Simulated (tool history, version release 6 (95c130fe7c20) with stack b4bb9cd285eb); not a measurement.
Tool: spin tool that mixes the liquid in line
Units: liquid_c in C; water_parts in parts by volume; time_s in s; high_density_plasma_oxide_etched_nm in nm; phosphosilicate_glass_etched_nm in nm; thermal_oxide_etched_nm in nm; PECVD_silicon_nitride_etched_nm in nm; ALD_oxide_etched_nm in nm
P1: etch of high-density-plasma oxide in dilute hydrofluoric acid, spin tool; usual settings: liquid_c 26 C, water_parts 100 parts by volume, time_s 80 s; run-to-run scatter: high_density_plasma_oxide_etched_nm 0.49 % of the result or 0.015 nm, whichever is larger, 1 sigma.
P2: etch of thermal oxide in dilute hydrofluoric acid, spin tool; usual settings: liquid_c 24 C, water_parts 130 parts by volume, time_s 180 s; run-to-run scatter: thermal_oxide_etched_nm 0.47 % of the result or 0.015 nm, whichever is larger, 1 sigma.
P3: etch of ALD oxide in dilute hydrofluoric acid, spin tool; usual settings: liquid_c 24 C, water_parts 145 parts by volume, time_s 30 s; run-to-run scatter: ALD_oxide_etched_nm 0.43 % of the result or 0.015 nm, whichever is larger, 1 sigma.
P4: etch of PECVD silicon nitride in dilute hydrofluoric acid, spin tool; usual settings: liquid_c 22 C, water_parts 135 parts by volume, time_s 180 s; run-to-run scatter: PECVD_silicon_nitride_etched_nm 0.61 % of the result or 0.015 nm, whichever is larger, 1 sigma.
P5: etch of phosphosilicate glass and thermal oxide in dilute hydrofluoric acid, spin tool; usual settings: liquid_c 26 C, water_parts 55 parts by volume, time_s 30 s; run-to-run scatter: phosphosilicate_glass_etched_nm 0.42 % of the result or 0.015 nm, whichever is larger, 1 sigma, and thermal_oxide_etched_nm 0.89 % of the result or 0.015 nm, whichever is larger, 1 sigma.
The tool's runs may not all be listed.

run	day	process	liquid_c	water_parts	time_s	hours since the thermometer was replaced	hours since the hydrofluoric acid flow meter was replaced	high_density_plasma_oxide_etched_nm	phosphosilicate_glass_etched_nm	thermal_oxide_etched_nm	PECVD_silicon_nitride_etched_nm	ALD_oxide_etched_nm
1	0.217	P1	26	100	80	748.9	607.7	4.4806				
2	0.542	P1	26	100	80	756.7	615.5	4.5201				
3	0.75	P1	32	100	80	761.7	620.5	5.6026				
4	0.912	P5	26	55	30	765.6	624.4		124.43	2.9712		
5	1.262	P2	24	130	180	774	632.8			6.5354		
6	1.462	P1	22.5	100	35	778.8	637.6	1.7067				
7	1.804	P4	22	135	180	787	645.8				5.7797	
8	2	P4	22	135	85	791.7	650.5				2.724	
9	2.325	P1	26	100	80	799.5	658.3	4.462				
10	2.667	P1	26	175	80	807.7	666.5	2.2955				
11	2.929	P1	26	100	80	814	672.8	4.434				
12	3.25	P1	18.5	100	80	821.7	680.5	3.2884				
13	3.579	P2	30	130	180	829.6	688.4			8.1598		
14	3.925	P2	24	195	180	837.9	696.7			4.0465		
15	4.162	P1	26	100	80	843.6	702.4	4.4755				
16	4.462	P4	29	135	180	850.8	709.6				8.9703	
17	4.662	P2	24	130	80	855.6	714.4			2.9151		
18	4.912	P1	26	100	80	861.6	720.4	4.4862				
19	5.229	P5	21.5	55	30	869.2	728		103.66	2.4238		
20	5.521	P3	24	145	50	876.2	735					9.9481
21	5.871	P5	26	55	30	884.6	743.4		124.22	2.9646		
22	6.229	P1	26	100	15	893.2	752	0.83528				
23	6.483	P3	24	210	30	899.3	758.1					3.8278
24	6.671	P2	24	130	180	903.8	762.6			6.5601		
25	6.875	P3	24	145	30	908.7	767.5					5.9797
26	7.192	P3	29.5	145	30	916.3	775.1					7.383
27	7.442	P4	22	235	180	922.3	781.1				3.391	
28	7.762	P1	26	40	80	930	788.8	12.277				
29	8	P1	30	135	80	935.7	794.5	3.658				
30	8.171	P4	22	135	180	939.8	798.6				5.8286	
31	8.379	P5	26	25	30	944.8	803.6		284.48	6.8008		
32	8.596	P1	26	100	80	950	808.8	4.502				
33	8.883	P5	26	55	15	956.9	815.7		62.402	1.4639		
34	9.058	P1	26	100	150	961.1	819.9	8.3431				
35	9.267	P1	26	100	80	966.1	824.9	4.4474				
36	9.488	P1	26	100	80	971.4	830.2	4.5692				
37	9.792	P1	26	100	80	978.7	837.5	4.6426				
38	10.038	P1	26	100	80	984.6	843.4	4.7175				
39	10.238	P1	26	100	80	989.4	848.2	4.741				
40	10.533	P1	26	100	80	996.5	855.3	4.7728				
41	10.792	P1	26	100	80	1002.7	861.5	4.7483				
42	11.062	P1	26	100	80	1009.2	868	4.7605				
43	11.25	P1	26	100	80	1013.7	872.5	4.7206				
44	11.529	P1	26	100	80	1020.4	879.2	4.7791				
45	11.838	P1	26	100	80	1027.8	886.6	4.7527				

What P1 gives has crept away from where it was. These 2 causes fit the log equally well, each at the size given:
A: hydrofluoric acid flow above the setpoint (%) = 6.12
B: liquid hotter than its thermometer reads (K) = 1.74
The creep began at about day 9.267.

4 check runs are offered, one wafer each, their results left as question marks. Which one tells the causes apart?
check 1	12.146	P5	26	55	30				?	?		
check 2	12.146	P3	24	145	30							?
check 3	12.146	P2	24	130	180					?		
check 4	12.146	P4	22	135	180						?	

What each check would give under each cause:
check	result	if A	if B
check 1	phosphosilicate_glass_etched_nm	132.78	133.57
check 1	thermal_oxide_etched_nm	3.1309	3.1496
check 2	ALD_oxide_etched_nm	6.4135	6.395
check 3	thermal_oxide_etched_nm	6.9889	6.9792
check 4	PECVD_silicon_nitride_etched_nm	6.1262	6.4771
How far apart the two closest causes lie, in the result that separates them most: check 1 0.59 %; check 2 0.29 %; check 3 0.14 %; check 4 5.57 %
Check 4 tells the causes apart: in the others they would give nearly the same result.

Then check 4 was run and gave: PECVD_silicon_nitride_etched_nm 6.1284 nm. Which cause is it?

It is A: hydrofluoric acid flow above the setpoint (%).
